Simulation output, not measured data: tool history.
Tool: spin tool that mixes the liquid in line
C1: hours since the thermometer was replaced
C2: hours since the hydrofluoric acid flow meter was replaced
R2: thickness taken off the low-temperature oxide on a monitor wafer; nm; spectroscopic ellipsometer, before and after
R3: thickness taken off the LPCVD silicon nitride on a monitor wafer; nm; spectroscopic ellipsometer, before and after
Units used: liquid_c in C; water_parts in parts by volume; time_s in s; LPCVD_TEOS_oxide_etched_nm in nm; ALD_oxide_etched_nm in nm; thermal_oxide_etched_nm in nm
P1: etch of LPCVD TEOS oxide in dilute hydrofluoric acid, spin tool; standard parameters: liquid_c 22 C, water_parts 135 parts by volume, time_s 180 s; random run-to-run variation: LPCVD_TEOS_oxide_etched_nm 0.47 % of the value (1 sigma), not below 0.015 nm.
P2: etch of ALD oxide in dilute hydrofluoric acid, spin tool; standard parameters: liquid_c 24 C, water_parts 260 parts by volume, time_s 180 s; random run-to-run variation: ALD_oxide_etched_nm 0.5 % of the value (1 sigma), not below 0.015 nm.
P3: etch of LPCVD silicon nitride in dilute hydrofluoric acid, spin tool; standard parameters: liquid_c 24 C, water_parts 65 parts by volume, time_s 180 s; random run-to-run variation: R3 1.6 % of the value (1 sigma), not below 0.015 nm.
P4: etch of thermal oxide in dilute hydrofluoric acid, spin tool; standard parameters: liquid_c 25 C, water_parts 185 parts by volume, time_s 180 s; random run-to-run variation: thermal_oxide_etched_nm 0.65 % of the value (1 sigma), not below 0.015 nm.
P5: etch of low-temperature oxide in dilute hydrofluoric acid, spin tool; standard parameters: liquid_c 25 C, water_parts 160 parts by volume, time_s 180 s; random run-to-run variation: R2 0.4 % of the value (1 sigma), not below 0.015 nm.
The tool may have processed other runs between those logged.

Run 1, hour 7.5: process P1, liquid_c 22 C, water_parts 135 parts by volume, time_s 180 s; C1 212.8; C2 603.8. Result: LPCVD_TEOS_oxide_etched_nm 33.47 nm.
Run 2, hour 23.2: process P5, liquid_c 25 C, water_parts 265 parts by volume, time_s 180 s; C1 228.5; C2 619.5. Result: R2 10.572 nm.
Run 3, hour 35: process P3, liquid_c 17 C, water_parts 65 parts by volume, time_s 180 s; C1 240.3; C2 631.3. Result: R3 0.85263 nm.
Run 4, hour 46.3: process P2, liquid_c 24 C, water_parts 260 parts by volume, time_s 180 s; C1 251.6; C2 642.6. Result: ALD_oxide_etched_nm 7.9145 nm.
Run 5, hour 62.4: process P5, liquid_c 25 C, water_parts 160 parts by volume, time_s 180 s; C1 267.7; C2 658.7. Result: R2 19.656 nm.
Run 6, hour 74.6: process P1, liquid_c 22 C, water_parts 35 parts by volume, time_s 310 s; C1 279.9; C2 670.9. Result: LPCVD_TEOS_oxide_etched_nm 250.29 nm.
Run 7, hour 85.9: process P2, liquid_c 24 C, water_parts 260 parts by volume, time_s 65 s; C1 291.2; C2 682.2. Result: ALD_oxide_etched_nm 2.8509 nm.
Run 8, hour 97.1: process P3, liquid_c 24 C, water_parts 65 parts by volume, time_s 180 s; C1 302.4; C2 693.4. Result: R3 1.4224 nm.
Run 9, hour 111.7: process P1, liquid_c 22 C, water_parts 135 parts by volume, time_s 180 s; C1 317; C2 708. Result: LPCVD_TEOS_oxide_etched_nm 33.702 nm.
Run 10, hour 123.5: process P1, liquid_c 22 C, water_parts 135 parts by volume, time_s 295 s; C1 328.8; C2 719.8. Result: LPCVD_TEOS_oxide_etched_nm 55.242 nm.
Run 11, hour 136.9: process P2, liquid_c 30.5 C, water_parts 260 parts by volume, time_s 180 s; C1 342.2; C2 733.2. Result: ALD_oxide_etched_nm 9.8318 nm.
Run 12, hour 152.7: process P3, liquid_c 24 C, water_parts 35 parts by volume, time_s 180 s; C1 358; C2 749. Result: R3 2.6037 nm.
Run 13, hour 165: process P1, liquid_c 22 C, water_parts 195 parts by volume, time_s 35 s; C1 370.3; C2 761.3. Result: LPCVD_TEOS_oxide_etched_nm 4.2567 nm.
Run 14, hour 173.3: process P1, liquid_c 29.5 C, water_parts 55 parts by volume, time_s 180 s; C1 378.6; C2 769.6. Result: LPCVD_TEOS_oxide_etched_nm 121.86 nm.
Run 15, hour 184.9: process P4, liquid_c 25 C, water_parts 185 parts by volume, time_s 180 s; C1 390.2; C2 781.2. Result: thermal_oxide_etched_nm 4.3628 nm.
Run 16, hour 198.1: process P5, liquid_c 17.5 C, water_parts 160 parts by volume, time_s 180 s; C1 403.4; C2 794.4. Result: R2 14.572 nm.
Run 17, hour 206.6: process P1, liquid_c 17 C, water_parts 135 parts by volume, time_s 180 s; C1 411.9; C2 802.9. Result: LPCVD_TEOS_oxide_etched_nm 27.247 nm.
Run 18, hour 221.7: process P1, liquid_c 22 C, water_parts 230 parts by volume, time_s 180 s; C1 427; C2 818. Result: LPCVD_TEOS_oxide_etched_nm 17.938 nm.
Run 19, hour 229.1: process P3, liquid_c 24 C, water_parts 65 parts by volume, time_s 180 s; C1 434.4; C2 825.4. Result: R3 1.4153 nm.
Run 20, hour 239.7: process P5, liquid_c 25 C, water_parts 160 parts by volume, time_s 180 s; C1 445; C2 836. Result: R2 19.541 nm.
Run 21, hour 251.7: process P5, liquid_c 25 C, water_parts 160 parts by volume, time_s 50 s; C1 457; C2 848. Result: R2 5.4645 nm.
Run 22, hour 260: process P1, liquid_c 22 C, water_parts 135 parts by volume, time_s 180 s; C1 465.3; C2 856.3. Result: LPCVD_TEOS_oxide_etched_nm 33.869 nm.
Run 23, hour 272.1: process P2, liquid_c 24 C, water_parts 95 parts by volume, time_s 180 s; C1 477.4; C2 868.4. Result: ALD_oxide_etched_nm 26.112 nm.
Run 24, hour 286.1: process P4, liquid_c 25 C, water_parts 255 parts by volume, time_s 180 s; C1 491.4; C2 882.4. Result: thermal_oxide_etched_nm 2.9686 nm.
Run 25, hour 300.8: process P1, liquid_c 30.5 C, water_parts 135 parts by volume, time_s 180 s; C1 506.1; C2 897.1. Result: LPCVD_TEOS_oxide_etched_nm 46.507 nm.
Run 26, hour 316.1: process P1, liquid_c 22 C, water_parts 25 parts by volume, time_s 180 s; C1 521.4; C2 912.4. Result: LPCVD_TEOS_oxide_etched_nm 205.5 nm.
Run 27, hour 330.1: process P4, liquid_c 25 C, water_parts 185 parts by volume, time_s 345 s; C1 535.4; C2 926.4. Result: thermal_oxide_etched_nm 8.4215 nm.
Run 28, hour 341.5: process P1, liquid_c 22 C, water_parts 135 parts by volume, time_s 180 s; C1 546.8; C2 937.8. Result: LPCVD_TEOS_oxide_etched_nm 33.334 nm.
Run 29, hour 352: process P3, liquid_c 24 C, water_parts 65 parts by volume, time_s 295 s; C1 557.3; C2 948.3. Result: R3 2.3143 nm.
Run 30, hour 364.3: process P1, liquid_c 22 C, water_parts 135 parts by volume, time_s 65 s; C1 569.6; C2 960.6. Result: LPCVD_TEOS_oxide_etched_nm 12.149 nm.
Run 31, hour 379.7: process P4, liquid_c 18 C, water_parts 185 parts by volume, time_s 180 s; C1 585; C2 976. Result: thermal_oxide_etched_nm 3.3701 nm.
Run 32, hour 391: process P1, liquid_c 22 C, water_parts 135 parts by volume, time_s 180 s; C1 596.3; C2 987.3. Result: LPCVD_TEOS_oxide_etched_nm 33.685 nm.
Run 33, hour 403.5: process P1, liquid_c 22 C, water_parts 135 parts by volume, time_s 180 s; C1 608.8; C2 999.8. Result: LPCVD_TEOS_oxide_etched_nm 31.911 nm.
Run 34, hour 414.8: process P1, liquid_c 22 C, water_parts 135 parts by volume, time_s 180 s; C1 620.1; C2 1011.1. Result: LPCVD_TEOS_oxide_etched_nm 31.196 nm.
Run 35, hour 427: process P1, liquid_c 22 C, water_parts 135 parts by volume, time_s 180 s; C1 632.3; C2 1023.3. Result: LPCVD_TEOS_oxide_etched_nm 30.653 nm.
Run 36, hour 438.3: process P1, liquid_c 22 C, water_parts 135 parts by volume, time_s 180 s; C1 643.6; C2 1034.6. Result: LPCVD_TEOS_oxide_etched_nm 30.596 nm.
Run 37, hour 446.6: process P1, liquid_c 22 C, water_parts 135 parts by volume, time_s 180 s; C1 651.9; C2 1042.9. Result: LPCVD_TEOS_oxide_etched_nm 30.432 nm.
Run 38, hour 456.2: process P1, liquid_c 22 C, water_parts 135 parts by volume, time_s 180 s; C1 661.5; C2 1052.5. Result: LPCVD_TEOS_oxide_etched_nm 30.141 nm.

P1 has crept away from where it was. The log is fitted equally well by each of these 2 causes, at the sizes shown:
A: liquid colder than its thermometer reads (K) = 2.41
B: hydrofluoric acid flow below the setpoint (%) = 7.96
At approximately hour 391, the process output began to creep.

Below are 4 check runs, each averaged over 3 wafers, with their results shown as question marks. Which of them would give clearly different results depending on which cause is behind the drift?
Run check 1, hour 465.8: process P4, liquid_c 21.5 C, water_parts 185 parts by volume, time_s 325 s. Result: thermal_oxide_etched_nm ?.
Run check 2, hour 465.8: process P5, liquid_c 19 C, water_parts 160 parts by volume, time_s 100 s. Result: R2 ?.
Run check 3, hour 465.8: process P2, liquid_c 24 C, water_parts 100 parts by volume, time_s 115 s. Result: ALD_oxide_etched_nm ?.
Run check 4, hour 465.8: process P3, liquid_c 17.5 C, water_parts 40 parts by volume, time_s 180 s. Result: R3 ?.

Check results expected under each cause:
  check                   result    if A    if B
check 1  thermal_oxide_etched_nm  6.3292   6.293
check 2                       R2   7.834  7.8396
check 3      ALD_oxide_etched_nm  14.187   14.23
check 4                       R3  1.2079  1.3251
How far apart the two closest causes lie, in the result that separates them most: check 1 0.57 %; check 2 0.07 %; check 3 0.3 %; check 4 9.26 %
Of the check runs offered, only check 4 discriminates between the causes; the rest would read about the same regardless of which cause applies.

After running check 4, the following was obtained: R3 1.304 nm. Which cause does this point to?

It was cause B: hydrofluoric acid flow below the setpoint (%).

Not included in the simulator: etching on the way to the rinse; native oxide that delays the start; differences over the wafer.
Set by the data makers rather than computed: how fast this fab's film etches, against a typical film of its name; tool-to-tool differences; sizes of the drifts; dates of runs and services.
